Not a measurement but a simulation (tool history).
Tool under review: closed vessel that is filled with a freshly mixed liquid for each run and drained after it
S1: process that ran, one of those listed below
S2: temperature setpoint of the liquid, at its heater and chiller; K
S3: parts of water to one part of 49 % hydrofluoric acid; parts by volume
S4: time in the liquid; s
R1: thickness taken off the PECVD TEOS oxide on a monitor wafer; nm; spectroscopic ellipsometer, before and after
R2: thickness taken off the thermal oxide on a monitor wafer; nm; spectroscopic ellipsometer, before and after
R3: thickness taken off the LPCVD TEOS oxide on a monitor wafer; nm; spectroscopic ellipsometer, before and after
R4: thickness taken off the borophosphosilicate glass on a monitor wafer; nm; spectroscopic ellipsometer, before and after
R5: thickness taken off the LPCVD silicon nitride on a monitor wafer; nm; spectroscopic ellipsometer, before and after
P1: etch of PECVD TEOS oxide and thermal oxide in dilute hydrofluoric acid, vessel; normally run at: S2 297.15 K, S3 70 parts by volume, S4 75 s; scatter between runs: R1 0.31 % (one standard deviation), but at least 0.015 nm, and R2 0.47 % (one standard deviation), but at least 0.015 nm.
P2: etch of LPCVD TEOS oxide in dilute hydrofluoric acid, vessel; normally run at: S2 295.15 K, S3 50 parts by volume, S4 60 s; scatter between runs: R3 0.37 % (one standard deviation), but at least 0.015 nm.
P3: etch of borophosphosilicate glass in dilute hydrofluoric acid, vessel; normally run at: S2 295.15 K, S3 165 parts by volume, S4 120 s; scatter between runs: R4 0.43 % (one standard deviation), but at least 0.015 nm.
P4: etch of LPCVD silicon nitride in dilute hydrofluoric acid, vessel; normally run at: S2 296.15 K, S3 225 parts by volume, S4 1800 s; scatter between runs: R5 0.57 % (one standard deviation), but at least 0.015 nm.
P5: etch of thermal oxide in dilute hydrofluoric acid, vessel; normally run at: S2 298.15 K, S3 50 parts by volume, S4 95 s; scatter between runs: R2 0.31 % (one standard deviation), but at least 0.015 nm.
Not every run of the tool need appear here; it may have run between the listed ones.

run   hour  S1      S2   S3    S4       R1       R2      R3       R4      R5
  1    4.7  P1  297.15   70    75   9.9124   5.4527
  2    9.9  P2  303.15   50    60                    48.835
  3   15.4  P2  295.15   90    60                    18.655
  4   17.8  P1  297.15   70   110  14.5150   7.9011
  5   20.8  P2  295.15   50    60                    35.681
  6   26.1  P1  297.15  105    75   6.3051   3.4711
  7   31.5  P3  301.65  165   120                             24.848
  8   36.9  P3  295.15  165   235                             37.850
  9   39.4  P5  290.15   50    95            7.1851
 10   41.9  P1  297.15   35    75  20.8670  11.4290
 11   46.4  P5  298.15   50    95           10.0210
 12   49.8  P2  295.15   50    60                    35.279
 13   53.2  P4  296.15  370  1800                                     2.6271
 14   55.7  P4  296.15  225  1800                                     4.3123
 15   61.1  P1  302.15   70    75  12.1260   6.5956
 16   65.5  P1  290.65   70   110  11.1000   6.0628
 17   68.5  P1  297.15   70    75   9.9556   5.3792
 18   72.8  P3  295.15  165   120                             19.367
 19   76.0  P1  297.15   70    75   9.9764   5.4747
 20   80.5  P1  297.15   70    30   3.9848   2.1797
 21   83.8  P1  304.65   70    30   5.3228   2.9048
 22   87.9  P4  296.15  225  3430                                     8.1126
 23   92.2  P3  295.15   30   120                            126.300
 24   97.5  P5  298.15   30    95           17.1800
 25  100.3  P5  298.15   50   155           16.3910
 26  104.2  P1  303.65   25    75  38.7460  21.0550
 27  109.3  P4  290.15  225  1800                                     2.9103
 28  113.1  P2  295.15   50    30                    17.741
 29  118.2  P1  297.15   70    75   9.9299   5.3985
 30  121.2  P1  291.15   70    75   7.7474   4.1932
 31  125.1  P1  297.15   70    75   9.9615   5.4632
 32  130.1  P1  297.15   70    75  10.3720   5.6117
 33  134.3  P1  297.15   70    75  10.4530   5.7029
 34  138.3  P1  297.15   70    75  10.5610   5.8308
 35  141.3  P1  297.15   70    75  10.6080   5.7491
 36  144.4  P1  297.15   70    75  10.6160   5.8083
 37  147.7  P1  297.15   70    75  10.7030   5.8088

The output of P1 has drifted from where it used to be. Each of the 2 causes below, taken at the size shown beside it, accounts for the log equally well:
A: liquid hotter than its thermometer reads (K) = 1.67
B: hydrofluoric acid flow above the setpoint (%) = 6.34
At approximately hour 125.1, the process output began to creep.

Listed below are the offered check runs, one wafer per run, with question marks in place of results. For which of them would the causes give clearly different outcomes?
check 1  151.0  P3  295.15   45   230               ?
check 2  151.0  P4  292.15  225  2815                   ?
check 3  151.0  P2  302.15   50    60           ?
check 4  151.0  P5  291.15   50   150       ?

How each check would come out, cause by cause:
  check  result     if A     if B
check 1      R4  168.540  167.730
check 2      R5   5.7800   5.5009
check 3      R3   50.315   50.331
check 4      R2  12.6940  12.6080
Per-check spread between the two closest causes, in the result where they differ most: check 1 0.48 %; check 2 4.95 %; check 3 0.03 %; check 4 0.67 %
Check 2 tells the causes apart: in the others they would give nearly the same result.

Check 2 has now been run. It gave: R5 5.4889 nm. Which of the candidate causes is it?

B is the cause: hydrofluoric acid flow above the setpoint (%).
